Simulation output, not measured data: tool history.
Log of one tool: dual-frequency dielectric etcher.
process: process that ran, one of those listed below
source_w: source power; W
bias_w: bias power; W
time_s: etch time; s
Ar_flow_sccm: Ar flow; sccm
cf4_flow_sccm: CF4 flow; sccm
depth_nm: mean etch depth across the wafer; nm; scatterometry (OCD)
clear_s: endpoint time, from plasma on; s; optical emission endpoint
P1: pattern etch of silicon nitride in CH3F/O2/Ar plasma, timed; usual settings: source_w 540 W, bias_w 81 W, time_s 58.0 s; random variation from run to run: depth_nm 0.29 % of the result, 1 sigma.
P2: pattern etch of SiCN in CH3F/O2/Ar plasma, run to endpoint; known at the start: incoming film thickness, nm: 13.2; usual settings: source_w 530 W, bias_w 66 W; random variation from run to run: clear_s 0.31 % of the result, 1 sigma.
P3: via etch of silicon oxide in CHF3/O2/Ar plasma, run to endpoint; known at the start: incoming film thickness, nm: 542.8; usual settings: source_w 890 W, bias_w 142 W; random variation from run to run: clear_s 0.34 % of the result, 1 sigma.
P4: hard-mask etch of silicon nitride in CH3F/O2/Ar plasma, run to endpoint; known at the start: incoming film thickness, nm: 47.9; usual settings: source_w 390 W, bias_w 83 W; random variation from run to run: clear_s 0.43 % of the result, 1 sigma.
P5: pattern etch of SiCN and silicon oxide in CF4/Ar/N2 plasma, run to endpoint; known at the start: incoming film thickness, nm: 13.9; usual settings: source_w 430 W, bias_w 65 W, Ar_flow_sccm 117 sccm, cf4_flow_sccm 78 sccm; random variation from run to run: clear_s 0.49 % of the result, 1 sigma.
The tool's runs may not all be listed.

run	hour	process	source_w	bias_w	time_s	Ar_flow_sccm	cf4_flow_sccm	depth_nm	clear_s
1	12.2	P1	540	81	58.0			47.382	
2	25.8	P5	430	65		117	78		16.725
3	32.6	P3	550	142					313.370
4	41.5	P4	390	83					66.718
5	54.2	P1	540	81	42.5			34.962	
6	67.0	P4	390	83					66.417
7	75.3	P5	430	65		117	78		16.695
8	82.8	P5	430	65		143	78		17.285
9	92.5	P1	540	81	58.0			47.565	
10	101.4	P1	540	81	58.0			47.542	
11	115.7	P2	530	66					33.727
12	123.0	P4	300	83					73.271
13	134.8	P1	650	81	34.0			29.881	
# hour 142.1: wet clean of the chamber
14	146.0	P1	540	81	73.0			59.760	
15	156.3	P5	350	65		117	78		20.017
16	165.1	P1	540	81	58.0			47.473	
17	176.9	P1	540	81	58.0			47.654	
18	191.0	P1	540	95	74.5			64.441	
19	201.5	P1	410	81	58.0			42.840	
20	208.8	P3	890	183					238.750
21	221.5	P1	440	56	58.0			38.755	
22	230.9	P2	530	81					31.338
23	245.2	P4	390	48					79.721
24	260.5	P3	890	142					259.590
25	272.6	P2	700	66					30.486
26	287.0	P5	430	65		117	109		15.983
27	295.2	P1	540	81	58.0			47.244	
28	303.9	P5	430	78		117	78		15.748
29	316.9	P1	540	106	58.0			52.337	
30	329.7	P1	540	61	58.0			43.198	
31	344.2	P1	680	81	58.0			51.685	
32	357.9	P2	530	66					33.883
33	371.5	P1	540	81	58.0			47.559	
34	381.5	P1	540	81	58.0			47.160	
35	388.9	P1	540	81	58.0			47.111	
36	396.7	P1	540	81	58.0			47.077	
37	404.5	P1	540	81	58.0			47.029	
38	415.0	P1	540	81	58.0			46.655	
# hour 417.8: wet clean of the chamber
39	426.7	P1	540	81	58.0			46.880	

The next listed run, before its measurement:
40	441.7	P1	540	81	58.0			?	

Run 40 gave depth_nm 46.875 nm.
